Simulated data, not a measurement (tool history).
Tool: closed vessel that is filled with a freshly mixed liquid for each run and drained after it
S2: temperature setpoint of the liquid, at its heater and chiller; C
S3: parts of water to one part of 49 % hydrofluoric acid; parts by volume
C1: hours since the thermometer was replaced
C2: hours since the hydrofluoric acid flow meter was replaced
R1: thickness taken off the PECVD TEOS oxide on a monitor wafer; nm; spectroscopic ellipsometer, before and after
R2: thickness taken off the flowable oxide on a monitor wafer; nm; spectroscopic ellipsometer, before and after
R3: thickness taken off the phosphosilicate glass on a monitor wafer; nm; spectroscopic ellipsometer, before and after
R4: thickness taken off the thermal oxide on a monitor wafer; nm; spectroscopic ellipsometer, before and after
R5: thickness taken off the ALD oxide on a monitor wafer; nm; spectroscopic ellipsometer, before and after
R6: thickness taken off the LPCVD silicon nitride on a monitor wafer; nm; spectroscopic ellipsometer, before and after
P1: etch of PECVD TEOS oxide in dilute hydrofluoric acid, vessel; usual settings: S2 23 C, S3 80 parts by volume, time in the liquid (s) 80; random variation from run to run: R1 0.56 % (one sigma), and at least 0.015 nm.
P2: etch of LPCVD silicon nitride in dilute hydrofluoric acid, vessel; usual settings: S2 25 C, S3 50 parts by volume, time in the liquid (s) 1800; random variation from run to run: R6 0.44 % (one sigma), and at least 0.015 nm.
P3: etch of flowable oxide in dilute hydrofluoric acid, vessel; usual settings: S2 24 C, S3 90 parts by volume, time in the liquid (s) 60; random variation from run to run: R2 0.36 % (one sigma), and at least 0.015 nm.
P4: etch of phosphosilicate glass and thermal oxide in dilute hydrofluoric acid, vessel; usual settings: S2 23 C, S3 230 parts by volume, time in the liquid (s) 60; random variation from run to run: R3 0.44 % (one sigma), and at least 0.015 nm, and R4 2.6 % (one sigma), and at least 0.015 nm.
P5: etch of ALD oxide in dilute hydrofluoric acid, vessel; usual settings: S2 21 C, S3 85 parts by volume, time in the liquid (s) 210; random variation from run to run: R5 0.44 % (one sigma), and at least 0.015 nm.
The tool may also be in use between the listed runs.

run 1 day=0.767 | process_that_ran=P1 S2=23 S3=80 time_in_the_liquid_(s)=80 | C1=2332.2 C2=270.1 | R1=27.331
run 2 day=1.129 | process_that_ran=P3 S2=28 S3=90 time_in_the_liquid_(s)=60 | C1=2340.9 C2=278.8 | R2=37.666
run 3 day=1.808 | process_that_ran=P4 S2=23 S3=230 time_in_the_liquid_(s)=60 | C1=2357.2 C2=295.1 | R3=15.23 R4=1.0709
-- day=1.954 hydrofluoric acid flow meter replaced
run 4 day=2.583 | process_that_ran=P5 S2=21 S3=130 time_in_the_liquid_(s)=210 | C1=2375.8 C2=15.1 | R5=24.946
run 5 day=3.121 | process_that_ran=P1 S2=23 S3=80 time_in_the_liquid_(s)=150 | C1=2388.7 C2=28 | R1=51.196
run 6 day=3.521 | process_that_ran=P1 S2=23 S3=25 time_in_the_liquid_(s)=80 | C1=2398.3 C2=37.6 | R1=92.985
run 7 day=4.004 | process_that_ran=P5 S2=21 S3=85 time_in_the_liquid_(s)=365 | C1=2409.9 C2=49.2 | R5=70.056
run 8 day=4.596 | process_that_ran=P5 S2=17 S3=85 time_in_the_liquid_(s)=210 | C1=2424.1 C2=63.4 | R5=33.801
run 9 day=5.354 | process_that_ran=P1 S2=23 S3=80 time_in_the_liquid_(s)=80 | C1=2442.3 C2=81.6 | R1=27.281
run 10 day=6.017 | process_that_ran=P4 S2=29.5 S3=230 time_in_the_liquid_(s)=60 | C1=2458.2 C2=97.5 | R3=19.139 R4=1.3323
run 11 day=6.779 | process_that_ran=P3 S2=24 S3=90 time_in_the_liquid_(s)=60 | C1=2476.5 C2=115.8 | R2=32.338
run 12 day=7.242 | process_that_ran=P2 S2=25 S3=30 time_in_the_liquid_(s)=1800 | C1=2487.6 C2=126.9 | R6=32.85
run 13 day=7.721 | process_that_ran=P4 S2=23 S3=230 time_in_the_liquid_(s)=60 | C1=2499.1 C2=138.4 | R3=15.178 R4=1.0771
run 14 day=8.233 | process_that_ran=P4 S2=23 S3=115 time_in_the_liquid_(s)=60 | C1=2511.4 C2=150.7 | R3=34.952 R4=2.4145
run 15 day=8.829 | process_that_ran=P1 S2=23 S3=130 time_in_the_liquid_(s)=80 | C1=2525.7 C2=165 | R1=15.722
run 16 day=9.229 | process_that_ran=P5 S2=21 S3=85 time_in_the_liquid_(s)=210 | C1=2535.3 C2=174.6 | R5=40.48
run 17 day=9.938 | process_that_ran=P1 S2=23 S3=80 time_in_the_liquid_(s)=80 | C1=2552.3 C2=191.6 | R1=27.308
run 18 day=10.317 | process_that_ran=P2 S2=17.5 S3=50 time_in_the_liquid_(s)=1800 | C1=2561.4 C2=200.7 | R6=11.925
run 19 day=10.846 | process_that_ran=P3 S2=24 S3=20 time_in_the_liquid_(s)=60 | C1=2574.1 C2=213.4 | R2=159.55
run 20 day=11.204 | process_that_ran=P1 S2=17 S3=80 time_in_the_liquid_(s)=120 | C1=2582.7 C2=222 | R1=31.654
run 21 day=11.883 | process_that_ran=P1 S2=23 S3=80 time_in_the_liquid_(s)=80 | C1=2599 C2=238.3 | R1=27.25
run 22 day=12.375 | process_that_ran=P1 S2=30.5 S3=80 time_in_the_liquid_(s)=80 | C1=2610.8 C2=250.1 | R1=36.637
run 23 day=12.796 | process_that_ran=P1 S2=17 S3=80 time_in_the_liquid_(s)=80 | C1=2620.9 C2=260.2 | R1=21.337
run 24 day=13.562 | process_that_ran=P2 S2=25 S3=50 time_in_the_liquid_(s)=1800 | C1=2639.3 C2=278.6 | R6=19.898
run 25 day=14.058 | process_that_ran=P3 S2=24 S3=90 time_in_the_liquid_(s)=110 | C1=2651.2 C2=290.5 | R2=59.522
run 26 day=14.796 | process_that_ran=P1 S2=23 S3=80 time_in_the_liquid_(s)=30 | C1=2668.9 C2=308.2 | R1=10.166
run 27 day=15.171 | process_that_ran=P1 S2=31 S3=135 time_in_the_liquid_(s)=80 | C1=2677.9 C2=317.2 | R1=20.504
run 28 day=15.808 | process_that_ran=P4 S2=23 S3=230 time_in_the_liquid_(s)=100 | C1=2693.2 C2=332.5 | R3=25.416 R4=1.8401
run 29 day=16.158 | process_that_ran=P2 S2=25 S3=50 time_in_the_liquid_(s)=1800 | C1=2701.6 C2=340.9 | R6=20.079
run 30 day=16.621 | process_that_ran=P1 S2=23 S3=80 time_in_the_liquid_(s)=80 | C1=2712.7 C2=352 | R1=26.991
run 31 day=17.096 | process_that_ran=P2 S2=25 S3=50 time_in_the_liquid_(s)=3445 | C1=2724.1 C2=363.4 | R6=38.23
run 32 day=17.638 | process_that_ran=P1 S2=23 S3=80 time_in_the_liquid_(s)=80 | C1=2737.1 C2=376.4 | R1=27.319
run 33 day=18.283 | process_that_ran=P1 S2=23 S3=80 time_in_the_liquid_(s)=80 | C1=2752.6 C2=391.9 | R1=28.316
run 34 day=18.625 | process_that_ran=P1 S2=23 S3=80 time_in_the_liquid_(s)=80 | C1=2760.8 C2=400.1 | R1=28.448
run 35 day=19.325 | process_that_ran=P1 S2=23 S3=80 time_in_the_liquid_(s)=80 | C1=2777.6 C2=416.9 | R1=28.881
run 36 day=19.683 | process_that_ran=P1 S2=23 S3=80 time_in_the_liquid_(s)=80 | C1=2786.2 C2=425.5 | R1=29.123
run 37 day=20.054 | process_that_ran=P1 S2=23 S3=80 time_in_the_liquid_(s)=80 | C1=2795.1 C2=434.4 | R1=28.896
run 38 day=20.758 | process_that_ran=P1 S2=23 S3=80 time_in_the_liquid_(s)=80 | C1=2812 C2=451.3 | R1=28.738

What P1 gives has crept away from where it was. These 2 causes fit the log equally well, each at the size given:
A: liquid hotter than its thermometer reads (K) = 1.52
B: hydrofluoric acid flow above the setpoint (%) = 5.73
The creep began at about day 17.638.

4 check runs are offered, one wafer each, their results left as question marks. Which one tells the causes apart?
run check 1 day=21.462 | process_that_ran=P2 S2=21.5 S3=50 time_in_the_liquid_(s)=1800 | R6=?
run check 2 day=21.462 | process_that_ran=P5 S2=17 S3=85 time_in_the_liquid_(s)=360 | R5=?
run check 3 day=21.462 | process_that_ran=P3 S2=24 S3=30 time_in_the_liquid_(s)=80 | R2=?
run check 4 day=21.462 | process_that_ran=P4 S2=23 S3=145 time_in_the_liquid_(s)=95 | R3=? R4=?

What each check would give under each cause:
check=check_1 result=R6 if_A=17.444 if_B=16.6
check=check_2 result=R5 if_A=62.105 if_B=61.882
check=check_3 result=R2 if_A=148.84 if_B=148.07
check=check_4 result=R3 if_A=44.55 if_B=44.826
check=check_4 result=R4 if_A=3.1289 if_B=3.1482
How far apart the two closest causes lie, in the result that separates them most: check 1 4.96 %; check 2 0.36 %; check 3 0.52 %; check 4 0.62 %
Check 1 tells the causes apart: in the others they would give nearly the same result.

Then check 1 was run and gave: R6 16.673 nm. Which cause is it?

It is B: hydrofluoric acid flow above the setpoint (%).
